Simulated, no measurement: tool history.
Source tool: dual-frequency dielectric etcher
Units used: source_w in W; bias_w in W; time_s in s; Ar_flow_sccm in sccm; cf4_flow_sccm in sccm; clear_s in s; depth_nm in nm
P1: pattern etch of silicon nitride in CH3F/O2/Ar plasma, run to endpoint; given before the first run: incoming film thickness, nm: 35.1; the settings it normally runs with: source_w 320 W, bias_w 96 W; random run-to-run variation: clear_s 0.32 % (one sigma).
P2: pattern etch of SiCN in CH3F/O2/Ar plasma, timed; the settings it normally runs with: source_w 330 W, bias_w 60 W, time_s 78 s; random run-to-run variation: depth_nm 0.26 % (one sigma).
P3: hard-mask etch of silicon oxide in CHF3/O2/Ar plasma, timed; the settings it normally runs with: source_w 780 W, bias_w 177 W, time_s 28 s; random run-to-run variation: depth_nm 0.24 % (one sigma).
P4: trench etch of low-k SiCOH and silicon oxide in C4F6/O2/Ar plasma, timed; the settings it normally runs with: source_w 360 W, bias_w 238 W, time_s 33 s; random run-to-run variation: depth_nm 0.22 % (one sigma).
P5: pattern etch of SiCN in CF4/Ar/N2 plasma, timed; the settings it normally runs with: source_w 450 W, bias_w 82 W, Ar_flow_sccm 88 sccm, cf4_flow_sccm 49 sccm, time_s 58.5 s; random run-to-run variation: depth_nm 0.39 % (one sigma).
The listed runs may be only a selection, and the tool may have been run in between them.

run	day	process	source_w	bias_w	time_s	Ar_flow_sccm	cf4_flow_sccm	clear_s	depth_nm
1	0.45	P1	320	96				48.861	
2	0.675	P3	780	177	28				60.537
3	1.146	P5	310	82	58.5	88	49		37.102
4	1.467	P4	360	144	33				88.794
5	1.892	P4	360	238	33				103.78
6	2.142	P4	360	238	33				103.95
7	2.517	P5	450	82	75.5	88	49		66.81
8	2.912	P3	780	177	36				78.064
9	3.271	P1	320	96				48.615	
10	3.496	P2	330	60	78				25.594
11	3.942	P1	420	80				47.401	
12	4.304	P3	780	177	28				60.503
13	4.696	P5	450	82	58.5	88	49		51.369
14	5.142	P2	460	60	78				29.041
15	5.571	P4	460	238	33				114.74
16	5.908	P3	1000	177	28				66.368
17	6.379	P5	450	103	58.5	88	49		55.841
18	6.65	P1	270	63				60.303	
19	7.075	P2	330	77	78				28.062
20	7.288	P1	320	96				48.938	
21	7.617	P3	780	135	28				55.433
22	7.992	P1	320	59				58.03	
23	8.325	P4	360	238	43.5				136.9
24	8.762	P1	190	96				59.142	
25	9.246	P1	320	96				48.632	
26	9.629	P5	450	82	58.5	88	49		51.814
27	10.079	P1	320	136				42.872	
28	10.517	P5	450	82	58.5	88	69		53.783
29	10.875	P1	420	116				41.074	
30	11.296	P2	330	60	47.5				15.572
31	11.717	P5	450	82	58.5	104	49		50.314
32	12.021	P1	380	96				45.844	
33	12.246	P1	320	96				48.822	
34	12.717	P1	320	96				48.985	
35	12.975	P1	320	96				49.292	
36	13.379	P1	320	96				49.726	
37	13.642	P1	320	96				49.493	
38	13.85	P1	320	96				49.398	
39	14.225	P1	320	96				49.469	
40	14.492	P1	320	96				49.819	
# day 14.696: wet clean of the chamber
41	14.942	P1	320	96				49.55	
42	15.288	P1	320	96				49.54	
43	15.762	P1	320	96				49.54	

Run 44 comes next. What will it give?
44	16.054	P1	320	96				?	

For run 44 the tool returned clear_s 49.71 s.
